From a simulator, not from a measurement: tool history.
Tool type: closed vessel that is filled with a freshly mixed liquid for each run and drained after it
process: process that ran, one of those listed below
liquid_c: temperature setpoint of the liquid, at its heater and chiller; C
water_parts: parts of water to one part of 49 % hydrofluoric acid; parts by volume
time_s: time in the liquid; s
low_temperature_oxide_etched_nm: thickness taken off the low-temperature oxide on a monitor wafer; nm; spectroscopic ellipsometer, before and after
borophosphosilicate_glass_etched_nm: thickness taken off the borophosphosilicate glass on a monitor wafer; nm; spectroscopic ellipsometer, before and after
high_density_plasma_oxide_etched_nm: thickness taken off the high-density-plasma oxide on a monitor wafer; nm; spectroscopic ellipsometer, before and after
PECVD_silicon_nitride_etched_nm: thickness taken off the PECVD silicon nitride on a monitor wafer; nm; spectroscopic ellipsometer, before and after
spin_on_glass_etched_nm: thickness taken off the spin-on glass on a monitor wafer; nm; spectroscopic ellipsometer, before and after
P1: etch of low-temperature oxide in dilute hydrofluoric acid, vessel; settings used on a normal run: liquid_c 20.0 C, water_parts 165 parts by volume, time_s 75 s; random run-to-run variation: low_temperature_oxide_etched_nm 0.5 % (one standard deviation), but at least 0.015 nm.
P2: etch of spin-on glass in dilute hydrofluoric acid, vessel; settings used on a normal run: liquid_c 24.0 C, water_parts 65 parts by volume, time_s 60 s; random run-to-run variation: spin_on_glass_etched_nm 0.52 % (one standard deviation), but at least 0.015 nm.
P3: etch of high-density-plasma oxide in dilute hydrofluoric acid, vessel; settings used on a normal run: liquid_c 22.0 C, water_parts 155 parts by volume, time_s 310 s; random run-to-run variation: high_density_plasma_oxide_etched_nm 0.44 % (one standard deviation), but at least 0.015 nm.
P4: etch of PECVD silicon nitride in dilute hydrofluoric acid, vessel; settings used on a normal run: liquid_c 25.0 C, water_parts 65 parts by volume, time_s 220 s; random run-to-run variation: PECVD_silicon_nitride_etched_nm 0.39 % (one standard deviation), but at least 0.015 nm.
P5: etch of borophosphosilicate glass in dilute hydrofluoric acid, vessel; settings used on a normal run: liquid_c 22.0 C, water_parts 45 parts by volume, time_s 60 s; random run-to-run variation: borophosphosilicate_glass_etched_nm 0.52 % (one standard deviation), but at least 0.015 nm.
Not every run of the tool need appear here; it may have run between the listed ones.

| run | hour | process | liquid_c | water_parts | time_s | hours since the thermometer was replaced | hours since the hydrofluoric acid flow meter was replaced | low_temperature_oxide_etched_nm | borophosphosilicate_glass_etched_nm | high_density_plasma_oxide_etched_nm | PECVD_silicon_nitride_etched_nm | spin_on_glass_etched_nm |
|---|---|---|---|---|---|---|---|---|---|---|---|---|
| 1 | 4.3 | P1 | 20.0 | 165 | 75 | 536.1 | 814.0 | 5.4191 |  |  |  |  |
| 2 | 12.6 | P5 | 29.0 | 45 | 60 | 544.4 | 822.3 |  | 78.951 |  |  |  |
| 3 | 21.6 | P3 | 22.0 | 155 | 530 | 553.4 | 831.3 |  |  | 18.543 |  |  |
| 4 | 28.0 | P4 | 19.0 | 65 | 220 | 559.8 | 837.7 |  |  |  | 13.247 |  |
| 5 | 36.7 | P3 | 27.5 | 155 | 310 | 568.5 | 846.4 |  |  | 13.195 |  |  |
| 6 | 40.8 | P1 | 20.0 | 165 | 75 | 572.6 | 850.5 | 5.4926 |  |  |  |  |
|  | 47.9 | hydrofluoric acid flow meter replaced |
| 7 | 49.1 | P5 | 22.0 | 45 | 60 | 580.9 | 1.3 |  | 59.082 |  |  |  |
| 8 | 57.4 | P1 | 17.0 | 165 | 75 | 589.2 | 9.6 | 4.8671 |  |  |  |  |
| 9 | 64.7 | P1 | 20.0 | 165 | 75 | 596.5 | 16.9 | 5.4268 |  |  |  |  |
| 10 | 71.8 | P5 | 22.0 | 45 | 30 | 603.6 | 24.0 |  | 29.248 |  |  |  |
| 11 | 76.7 | P3 | 22.0 | 155 | 310 | 608.5 | 28.9 |  |  | 10.750 |  |  |
| 12 | 82.2 | P4 | 25.0 | 65 | 220 | 614.0 | 34.4 |  |  |  | 20.053 |  |
| 13 | 88.3 | P1 | 20.0 | 275 | 75 | 620.1 | 40.5 | 2.9684 |  |  |  |  |
| 14 | 92.8 | P1 | 17.0 | 65 | 75 | 624.6 | 45.0 | 13.6200 |  |  |  |  |
| 15 | 101.1 | P1 | 27.5 | 165 | 75 | 632.9 | 53.3 | 7.3052 |  |  |  |  |
| 16 | 108.7 | P1 | 20.0 | 165 | 130 | 640.5 | 60.9 | 9.5107 |  |  |  |  |
| 17 | 116.7 | P5 | 22.0 | 20 | 60 | 648.5 | 68.9 |  | 136.840 |  |  |  |
| 18 | 123.4 | P1 | 20.0 | 105 | 75 | 655.2 | 75.6 | 9.1264 |  |  |  |  |
| 19 | 131.0 | P1 | 20.0 | 165 | 75 | 662.8 | 83.2 | 5.4667 |  |  |  |  |
| 20 | 137.6 | P5 | 22.0 | 45 | 60 | 669.4 | 89.8 |  | 58.669 |  |  |  |
| 21 | 143.3 | P2 | 24.0 | 95 | 60 | 675.1 | 95.5 |  |  |  |  | 23.806 |
| 22 | 152.5 | P3 | 22.0 | 85 | 310 | 684.3 | 104.7 |  |  | 21.082 |  |  |
| 23 | 159.8 | P2 | 28.5 | 65 | 60 | 691.6 | 112.0 |  |  |  |  | 43.718 |
| 24 | 165.7 | P2 | 24.0 | 65 | 60 | 697.5 | 117.9 |  |  |  |  | 36.284 |
| 25 | 174.0 | P1 | 20.0 | 165 | 75 | 705.8 | 126.2 | 5.4156 |  |  |  |  |
| 26 | 182.3 | P1 | 20.0 | 165 | 75 | 714.1 | 134.5 | 5.4977 |  |  |  |  |
| 27 | 186.8 | P1 | 20.0 | 80 | 45 | 718.6 | 139.0 | 7.4113 |  |  |  |  |
| 28 | 191.4 | P4 | 25.0 | 20 | 220 | 723.2 | 143.6 |  |  |  | 62.940 |  |
| 29 | 200.3 | P1 | 20.0 | 165 | 30 | 732.1 | 152.5 | 2.1805 |  |  |  |  |
| 30 | 204.6 | P2 | 24.0 | 65 | 100 | 736.4 | 156.8 |  |  |  |  | 61.032 |
| 31 | 210.1 | P4 | 25.0 | 65 | 430 | 741.9 | 162.3 |  |  |  | 39.168 |  |
| 32 | 214.8 | P1 | 20.0 | 165 | 75 | 746.6 | 167.0 | 5.5008 |  |  |  |  |
| 33 | 219.8 | P1 | 20.0 | 165 | 75 | 751.6 | 172.0 | 5.3535 |  |  |  |  |
| 34 | 225.3 | P1 | 20.0 | 165 | 75 | 757.1 | 177.5 | 5.2683 |  |  |  |  |
| 35 | 231.5 | P1 | 20.0 | 165 | 75 | 763.3 | 183.7 | 5.1793 |  |  |  |  |
| 36 | 240.5 | P1 | 20.0 | 165 | 75 | 772.3 | 192.7 | 5.1780 |  |  |  |  |

What will run 37 give?
| 37 | 249.1 | P1 | 20.0 | 165 | 75 | 780.9 | 201.3 | ? |  |  |  |  |

For run 37 the tool returned low_temperature_oxide_etched_nm 5.1349 nm.
